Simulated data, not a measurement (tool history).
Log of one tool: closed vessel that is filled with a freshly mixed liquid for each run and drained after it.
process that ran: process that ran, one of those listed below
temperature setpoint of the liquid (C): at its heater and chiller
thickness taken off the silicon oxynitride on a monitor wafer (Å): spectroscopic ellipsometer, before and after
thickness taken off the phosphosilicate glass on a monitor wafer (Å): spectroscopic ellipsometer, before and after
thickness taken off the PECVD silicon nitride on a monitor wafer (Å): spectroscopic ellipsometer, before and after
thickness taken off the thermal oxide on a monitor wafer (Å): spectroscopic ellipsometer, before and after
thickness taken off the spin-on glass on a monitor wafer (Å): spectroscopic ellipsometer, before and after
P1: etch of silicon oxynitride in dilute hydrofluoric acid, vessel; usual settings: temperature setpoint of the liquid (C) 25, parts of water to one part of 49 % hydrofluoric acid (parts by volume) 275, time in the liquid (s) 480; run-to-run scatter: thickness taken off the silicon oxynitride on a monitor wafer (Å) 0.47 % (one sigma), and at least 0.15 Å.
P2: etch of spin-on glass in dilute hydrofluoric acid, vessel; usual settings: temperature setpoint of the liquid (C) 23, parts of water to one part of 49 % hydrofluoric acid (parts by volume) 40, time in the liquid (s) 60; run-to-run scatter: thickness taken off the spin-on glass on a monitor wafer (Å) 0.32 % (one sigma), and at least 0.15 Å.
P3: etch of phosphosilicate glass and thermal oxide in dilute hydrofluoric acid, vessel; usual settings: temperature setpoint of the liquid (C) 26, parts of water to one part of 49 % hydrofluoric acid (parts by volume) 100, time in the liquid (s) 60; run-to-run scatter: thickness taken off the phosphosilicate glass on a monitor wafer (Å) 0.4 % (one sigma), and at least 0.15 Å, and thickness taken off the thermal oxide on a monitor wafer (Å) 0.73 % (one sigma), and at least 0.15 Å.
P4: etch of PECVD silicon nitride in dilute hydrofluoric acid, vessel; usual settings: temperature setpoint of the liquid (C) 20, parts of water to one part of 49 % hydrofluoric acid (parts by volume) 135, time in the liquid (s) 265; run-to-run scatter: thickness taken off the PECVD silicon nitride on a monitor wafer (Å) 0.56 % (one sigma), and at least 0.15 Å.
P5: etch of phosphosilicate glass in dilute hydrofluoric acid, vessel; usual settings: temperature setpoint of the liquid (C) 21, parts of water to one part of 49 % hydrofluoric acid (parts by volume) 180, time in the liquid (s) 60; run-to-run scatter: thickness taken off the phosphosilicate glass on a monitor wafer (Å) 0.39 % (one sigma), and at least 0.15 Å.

run	day	process that ran	temperature setpoint of the liquid (C)	parts of water to one part of 49 % hydrofluoric acid (parts by volume)	time in the liquid (s)	hours since the thermometer was replaced	hours since the hydrofluoric acid flow meter was replaced	thickness taken off the silicon oxynitride on a monitor wafer (Å)	thickness taken off the phosphosilicate glass on a monitor wafer (Å)	thickness taken off the PECVD silicon nitride on a monitor wafer (Å)	thickness taken off the thermal oxide on a monitor wafer (Å)	thickness taken off the spin-on glass on a monitor wafer (Å)
1	0.488	P1	25	275	480	628.1	954.1	54.304				
2	0.867	P5	21	50	60	637.2	963.2		1337.2			
3	1.454	P4	20	135	265	651.3	977.3			86.122		
4	2.058	P3	26	100	105	665.8	991.8		831.99		53.363	
5	2.458	P1	17	275	480	675.4	1001.4	38.127				
6	2.871	P5	17	180	60	685.3	1011.3		273.74			
7	3.238	P1	25	275	480	694.1	1020.1	54.598				
8	3.888	P1	25	275	480	709.7	1035.7	54.539				
9	4.354	P2	23	40	60	720.9	1046.9					443.44
10	4.962	P3	26	100	60	735.5	1061.5		467.48		30.856	
11	5.642	P3	26	30	60	751.8	1077.8		1731.5		112.35	
12	6.254	P1	25	275	480	766.5	1092.5	53.942				
13	6.617	P2	23	65	60	775.2	1101.2					266.94
14	7.242	P1	25	275	480	790.2	1116.2	54.56				
15	7.938	P4	20	20	265	806.9	1132.9			546.63		
16	8.267	P5	21	180	60	814.8	1140.8		323.15			
17	8.625	P4	20	135	80	823.4	1149.4			26.015		
18	8.975	P4	17	135	265	831.8	1157.8			70.607		
19	9.579	P1	25	490	480	846.3	1172.3	26.492				
20	10.129	P1	25	375	825	859.5	1185.5	63.909				
21	10.775	P1	25	275	790	875	1201	90.818				
22	11.225	P1	28.5	65	480	885.8	1211.8	320.66				
23	11.567	P1	25	275	30	894	1220	3.3956				
24	12.104	P1	25	275	480	906.9	1232.9	54.736				
25	12.65	P3	26	100	60	920	1246		473.65		30.713	
26	13.283	P2	28.5	40	60	935.2	1261.2					559.35
27	13.783	P5	21	180	30	947.2	1273.2		160.32			
28	14.262	P3	18.5	100	60	958.7	1284.7		349.08		23.064	
29	14.833	P2	23	40	30	972.4	1298.4					224.58
30	15.408	P1	25	55	480	986.2	1312.2	325.93				
31	15.812	P1	31.5	275	480	995.9	1321.9	71.507				
32	16.492	P1	25	275	480	1012.2	1338.2	53.912				
33	16.892	P1	25	275	480	1021.8	1347.8	56.54				
34	17.596	P1	25	275	480	1038.7	1364.7	58.686				
35	17.967	P1	25	275	480	1047.6	1373.6	58.852				
36	18.612	P1	25	275	480	1063.1	1389.1	59.86				
37	19.062	P1	25	275	480	1073.9	1399.9	60.484				
38	19.475	P1	25	275	480	1083.8	1409.8	59.49				
39	20.158	P1	25	275	480	1100.2	1426.2	59.751				
40	20.758	P1	25	275	480	1114.6	1440.6	60.124				

What P1 gives has crept away from where it was. These 2 causes fit the log equally well, each at the size given:
A: liquid hotter than its thermometer reads (K) = 2.38
B: hydrofluoric acid flow above the setpoint (%) = 8.7
The creep began at about day 16.492.

4 check runs are offered, one wafer each, their results left as question marks. Which one tells the causes apart?
check 1	21.358	P2	27	40	60							?
check 2	21.358	P5	21	105	60				?			
check 3	21.358	P4	17	135	265					?		
check 4	21.358	P3	26	35	95				?		?	

What each check would give under each cause:
check	result	if A	if B
check 1	thickness taken off the spin-on glass on a monitor wafer (Å)	579.21	574.82
check 2	thickness taken off the phosphosilicate glass on a monitor wafer (Å)	657.97	656.3
check 3	thickness taken off the PECVD silicon nitride on a monitor wafer (Å)	82.603	76.111
check 4	thickness taken off the phosphosilicate glass on a monitor wafer (Å)	2562.6	2538.5
check 4	thickness taken off the thermal oxide on a monitor wafer (Å)	167.88	166.3
How far apart the two closest causes lie, in the result that separates them most: check 1 0.76 %; check 2 0.25 %; check 3 8.19 %; check 4 0.95 %
Check 3 tells the causes apart: in the others they would give nearly the same result.

Then check 3 was run and gave: thickness taken off the PECVD silicon nitride on a monitor wafer (Å) 83.029. Which cause is it?

It is A: liquid hotter than its thermometer reads (K).
